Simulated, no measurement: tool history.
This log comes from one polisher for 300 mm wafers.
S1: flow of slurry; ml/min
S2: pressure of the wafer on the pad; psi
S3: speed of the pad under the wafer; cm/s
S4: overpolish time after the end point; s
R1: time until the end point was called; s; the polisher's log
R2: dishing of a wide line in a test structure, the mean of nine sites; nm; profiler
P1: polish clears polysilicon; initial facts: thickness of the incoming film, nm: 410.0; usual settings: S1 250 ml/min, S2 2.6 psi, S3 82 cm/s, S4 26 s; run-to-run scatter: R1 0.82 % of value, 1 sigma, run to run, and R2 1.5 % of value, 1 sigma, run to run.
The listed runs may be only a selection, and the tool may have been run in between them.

| run | hour | S1 | S2 | S3 | S4 | R1 | R2 |
|---|---|---|---|---|---|---|---|
| 1 | 6.5 | 250 | 2.6 | 82 | 26 | 39.432 | 49.616 |
| 2 | 14.8 | 250 | 2.6 | 82 | 42 | 39.594 | 50.111 |
| 3 | 19.8 | 380 | 2.6 | 82 | 26 | 38.095 | 50.425 |
| 4 | 28.3 | 250 | 2.6 | 52 | 37 | 63.113 | 49.854 |
| 5 | 34.5 | 250 | 2.6 | 120 | 26 | 27.275 | 50.221 |
| 6 | 38.9 | 250 | 2.6 | 82 | 26 | 39.931 | 50.910 |
| 7 | 43.3 | 250 | 2.6 | 38 | 26 | 84.098 | 45.867 |
| 8 | 48.5 | 250 | 1.2 | 82 | 26 | 87.258 | 47.999 |
| 9 | 56.6 | 250 | 2.6 | 82 | 26 | 39.757 | 50.521 |
| 10 | 62.6 | 250 | 1.7 | 110 | 26 | 45.388 | 49.762 |
| 11 | 69.8 | 150 | 2.6 | 82 | 26 | 42.512 | 49.766 |
| 12 | 76.9 | 250 | 2.6 | 82 | 26 | 40.163 | 50.935 |
| 13 | 84.6 | 250 | 4.1 | 82 | 26 | 25.507 | 51.374 |
| 14 | 89.0 | 250 | 2.6 | 82 | 13 | 39.656 | 46.954 |
| 15 | 95.2 | 250 | 2.6 | 82 | 26 | 39.755 | 50.220 |
| 16 | 104.6 | 250 | 2.6 | 82 | 26 | 39.713 | 49.720 |
| 17 | 109.2 | 250 | 2.6 | 82 | 26 | 40.172 | 50.706 |
| 18 | 117.2 | 250 | 2.6 | 82 | 26 | 41.015 | 51.248 |
| 19 | 125.0 | 250 | 2.6 | 82 | 26 | 41.403 | 50.423 |
| 20 | 130.7 | 250 | 2.6 | 82 | 26 | 41.326 | 50.313 |

Estimate the outcome of run 21 from the log above:
| 21 | 138.4 | 250 | 2.6 | 82 | 26 | ? | ? |

R1: 41.338 s
R2: 50.520 nm

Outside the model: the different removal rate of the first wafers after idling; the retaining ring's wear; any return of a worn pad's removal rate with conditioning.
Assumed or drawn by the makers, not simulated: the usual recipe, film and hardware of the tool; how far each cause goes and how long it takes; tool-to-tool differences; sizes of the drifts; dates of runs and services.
